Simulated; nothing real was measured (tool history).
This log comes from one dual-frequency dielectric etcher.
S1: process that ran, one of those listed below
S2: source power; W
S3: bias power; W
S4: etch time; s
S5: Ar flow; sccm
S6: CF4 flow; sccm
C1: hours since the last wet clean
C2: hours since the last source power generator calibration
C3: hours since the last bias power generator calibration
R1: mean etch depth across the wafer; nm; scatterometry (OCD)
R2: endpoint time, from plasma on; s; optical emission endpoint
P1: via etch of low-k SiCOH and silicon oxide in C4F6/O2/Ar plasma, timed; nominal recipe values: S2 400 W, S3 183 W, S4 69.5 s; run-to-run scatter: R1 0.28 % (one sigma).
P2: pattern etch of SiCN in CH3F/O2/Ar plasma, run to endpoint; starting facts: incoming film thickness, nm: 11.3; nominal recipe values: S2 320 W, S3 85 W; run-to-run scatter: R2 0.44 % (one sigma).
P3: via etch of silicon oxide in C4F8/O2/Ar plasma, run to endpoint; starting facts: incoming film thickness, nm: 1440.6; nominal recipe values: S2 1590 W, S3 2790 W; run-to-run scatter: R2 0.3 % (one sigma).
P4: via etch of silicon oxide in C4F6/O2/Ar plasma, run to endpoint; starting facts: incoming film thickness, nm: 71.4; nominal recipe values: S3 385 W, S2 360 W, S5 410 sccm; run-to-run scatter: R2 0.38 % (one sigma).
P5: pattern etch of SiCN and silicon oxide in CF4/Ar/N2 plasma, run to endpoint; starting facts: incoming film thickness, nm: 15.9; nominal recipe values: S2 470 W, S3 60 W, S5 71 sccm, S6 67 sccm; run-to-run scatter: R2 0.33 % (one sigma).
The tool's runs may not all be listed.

run,hour,S1,S2,S3,S4,S5,S6,C1,C2,C3,R1,R2
1,5.3,P1,400,183,69.5,,,450.2,2476.0,611.6,193.83,
2,9.8,P4,270,385,,410,,454.7,2480.5,616.1,,20.788
3,13.7,P5,470,60,,53,67,458.6,2484.4,620.0,,17.050
4,16.7,P1,240,183,69.5,,,461.6,2487.4,623.0,158.68,
5,20.5,P5,470,41,,71,67,465.4,2491.2,626.8,,19.782
6,24.0,P5,470,60,,71,67,468.9,2494.7,630.3,,17.787
7,30.1,P4,360,385,,410,,475.0,2500.8,636.4,,18.691
8,33.1,P2,190,85,,,,478.0,2503.8,639.4,,37.265
9,37.8,P5,470,60,,71,91,482.7,2508.5,644.1,,17.089
10,42.7,P1,400,230,69.5,,,487.6,2513.4,649.0,208.97,
11,47.0,P5,610,60,,71,67,491.9,2517.7,653.3,,14.085
12,52.3,P1,400,183,91.0,,,497.2,2523.0,658.6,253.76,
13,55.1,P2,320,85,,,,500.0,2525.8,661.4,,30.669
14,59.7,P1,400,183,50.0,,,504.6,2530.4,666.0,139.02,
15,65.6,P1,530,183,69.5,,,510.5,2536.3,671.9,215.90,
16,71.9,P1,400,183,69.5,,,516.8,2542.6,678.2,194.30,
17,77.6,P1,400,183,69.5,,,522.5,2548.3,683.9,194.66,
18,81.5,P2,320,119,,,,526.4,2552.2,687.8,,26.768
19,84.3,P4,360,385,,486,,529.2,2555.0,690.6,,19.123
20,89.8,P3,1590,3778,,,,534.7,2560.5,696.1,,254.750
21,95.7,P4,360,250,,410,,540.6,2566.4,702.0,,21.662
22,98.9,P1,490,183,46.5,,,543.8,2569.6,705.2,140.01,
23,103.6,P1,330,183,99.5,,,548.5,2574.3,709.9,257.17,
24,109.5,P1,400,141,69.5,,,554.4,2580.2,715.8,178.16,
25,114.3,P2,320,85,,,,559.2,2585.0,720.6,,30.700
26,119.6,P3,1590,2790,,,,564.5,2590.3,725.9,,280.710
27,122.7,P1,400,183,69.5,,,567.6,2593.4,729.0,193.40,
28,127.2,P3,1590,2790,,,,572.1,2597.9,733.5,,280.080
29,131.1,P1,400,183,69.5,,,576.0,2601.8,737.4,193.34,
30,135.2,P3,1070,2790,,,,580.1,2605.9,741.5,,327.850
31,138.3,P1,400,183,69.5,,,583.2,2609.0,744.6,193.56,
32,142.6,P1,400,183,69.5,,,587.5,2613.3,748.9,192.55,
33,145.5,P1,400,183,69.5,,,590.4,2616.2,751.8,192.33,
34,148.8,P1,400,183,69.5,,,593.7,2619.5,755.1,192.42,
35,154.7,P1,400,183,69.5,,,599.6,2625.4,761.0,190.98,
36,159.1,P1,400,183,69.5,,,604.0,2629.8,765.4,191.27,
37,164.3,P1,400,183,69.5,,,609.2,2635.0,770.6,191.84,
38,170.3,P1,400,183,69.5,,,615.2,2641.0,776.6,190.70,
# hour 171.5: wet clean of the chamber
39,174.7,P1,400,183,69.5,,,3.3,2645.4,781.0,191.18,
40,180.3,P1,400,183,69.5,,,8.9,2651.0,786.6,191.52,
41,183.1,P1,400,183,69.5,,,11.7,2653.8,789.4,190.92,

What P1 gives has crept off from where it sat before. The 2 causes that follow fit the log equally well, each at the size noted:
A: bias power that arrives under what is set, % = 4.29
B: source power that arrives under what is set, % = 3.5
Creep in the process output first set in at about hour 138.3.
Each remaining cause and why it is not a fit:
chamber walls in a state that lowers the etch rate, %: serviced at hour 171.5, which brought nothing back

You are offered 4 check runs, listed below with question marks in place of their results; each one averages 2 wafers. Which run separates the listed causes by giving clearly different results for each?
check 1,185.9,P3,1590,3715,,,,,,,,?
check 2,185.9,P4,360,301,,410,,,,,,?
check 3,185.9,P2,320,115,,,,,,,,?
check 4,185.9,P5,470,48,,71,91,,,,,?

What every check run would give for each of its results, assuming each possible cause in turn:
check,result,if A,if B
check 1,R2,259.810,259.640
check 2,R2,20.729,20.694
check 3,R2,27.772,27.659
check 4,R2,18.392,18.765
Minimum pairwise separation of causes per check, each pair taken at its best-separating result: check 1 0.07 %; check 2 0.17 %; check 3 0.41 %; check 4 2.01 %
Of the check runs offered, only check 4 discriminates between the causes; the rest would read about the same regardless of which cause applies.

After running check 4, the following was obtained: R2 18.782 s. Which cause does this point to?

The cause is B: source power that arrives under what is set, %.
